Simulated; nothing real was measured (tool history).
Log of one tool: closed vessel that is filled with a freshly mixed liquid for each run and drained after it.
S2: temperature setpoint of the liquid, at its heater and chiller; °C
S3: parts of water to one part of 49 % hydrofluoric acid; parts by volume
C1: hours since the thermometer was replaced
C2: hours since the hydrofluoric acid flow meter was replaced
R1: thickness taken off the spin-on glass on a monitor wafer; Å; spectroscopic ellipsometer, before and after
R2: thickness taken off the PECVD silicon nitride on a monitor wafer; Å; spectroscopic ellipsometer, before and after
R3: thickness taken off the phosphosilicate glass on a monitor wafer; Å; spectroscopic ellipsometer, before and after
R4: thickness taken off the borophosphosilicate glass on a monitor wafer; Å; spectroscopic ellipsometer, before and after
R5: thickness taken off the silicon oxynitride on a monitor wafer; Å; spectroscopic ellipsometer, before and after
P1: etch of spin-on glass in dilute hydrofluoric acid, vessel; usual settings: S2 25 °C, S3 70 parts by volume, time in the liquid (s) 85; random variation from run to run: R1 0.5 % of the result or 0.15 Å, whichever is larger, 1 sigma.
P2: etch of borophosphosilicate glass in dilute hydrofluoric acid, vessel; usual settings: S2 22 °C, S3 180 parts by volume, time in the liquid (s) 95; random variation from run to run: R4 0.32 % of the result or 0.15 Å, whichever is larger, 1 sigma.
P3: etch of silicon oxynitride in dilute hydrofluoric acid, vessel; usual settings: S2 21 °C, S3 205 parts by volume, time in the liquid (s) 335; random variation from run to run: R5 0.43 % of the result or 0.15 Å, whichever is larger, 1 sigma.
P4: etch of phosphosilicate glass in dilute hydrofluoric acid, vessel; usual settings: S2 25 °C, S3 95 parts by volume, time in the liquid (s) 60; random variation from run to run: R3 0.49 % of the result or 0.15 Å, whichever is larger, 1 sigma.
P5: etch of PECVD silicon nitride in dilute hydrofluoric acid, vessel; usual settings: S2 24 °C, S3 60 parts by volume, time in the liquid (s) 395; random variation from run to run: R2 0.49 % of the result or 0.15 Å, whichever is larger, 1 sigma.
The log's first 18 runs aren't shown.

Run 19, hour 91.1: process that ran P1, S2 25 °C, S3 70 parts by volume, time in the liquid (s) 85; C1 1326.7; C2 1444.2. Result: R1 492.6 Å.
Run 20, hour 95.6: process that ran P5, S2 24 °C, S3 60 parts by volume, time in the liquid (s) 195; C1 1331.2; C2 1448.7. Result: R2 62.114 Å.
Run 21, hour 99.2: process that ran P3, S2 21 °C, S3 205 parts by volume, time in the liquid (s) 335; C1 1334.8; C2 1452.3. Result: R5 64.222 Å.
Run 22, hour 103.7: process that ran P5, S2 24 °C, S3 60 parts by volume, time in the liquid (s) 395; C1 1339.3; C2 1456.8. Result: R2 125.04 Å.
Run 23, hour 107.2: process that ran P1, S2 29.5 °C, S3 70 parts by volume, time in the liquid (s) 30; C1 1342.8; C2 1460.3. Result: R1 206.93 Å.
Run 24, hour 110.3: process that ran P3, S2 21 °C, S3 205 parts by volume, time in the liquid (s) 335; C1 1345.9; C2 1463.4. Result: R5 64.419 Å.
Run 25, hour 113.6: process that ran P4, S2 25 °C, S3 95 parts by volume, time in the liquid (s) 30; C1 1349.2; C2 1466.7. Result: R3 207.3 Å.
Run 26, hour 119.6: process that ran P1, S2 25 °C, S3 120 parts by volume, time in the liquid (s) 85; C1 1355.2; C2 1472.7. Result: R1 268.11 Å.
Run 27, hour 124.9: process that ran P1, S2 30 °C, S3 70 parts by volume, time in the liquid (s) 85; C1 1360.5; C2 1478. Result: R1 601.2 Å.
Run 28, hour 130.5: process that ran P1, S2 32.5 °C, S3 70 parts by volume, time in the liquid (s) 50; C1 1366.1; C2 1483.6. Result: R1 389.65 Å.

The next listed run, before its measurement:
Run 29, hour 133.3: process that ran P1, S2 32 °C, S3 70 parts by volume, time in the liquid (s) 130; C1 1368.9; C2 1486.4. Result: R1 ?.

Run 29 gave R1 986.58 Å.
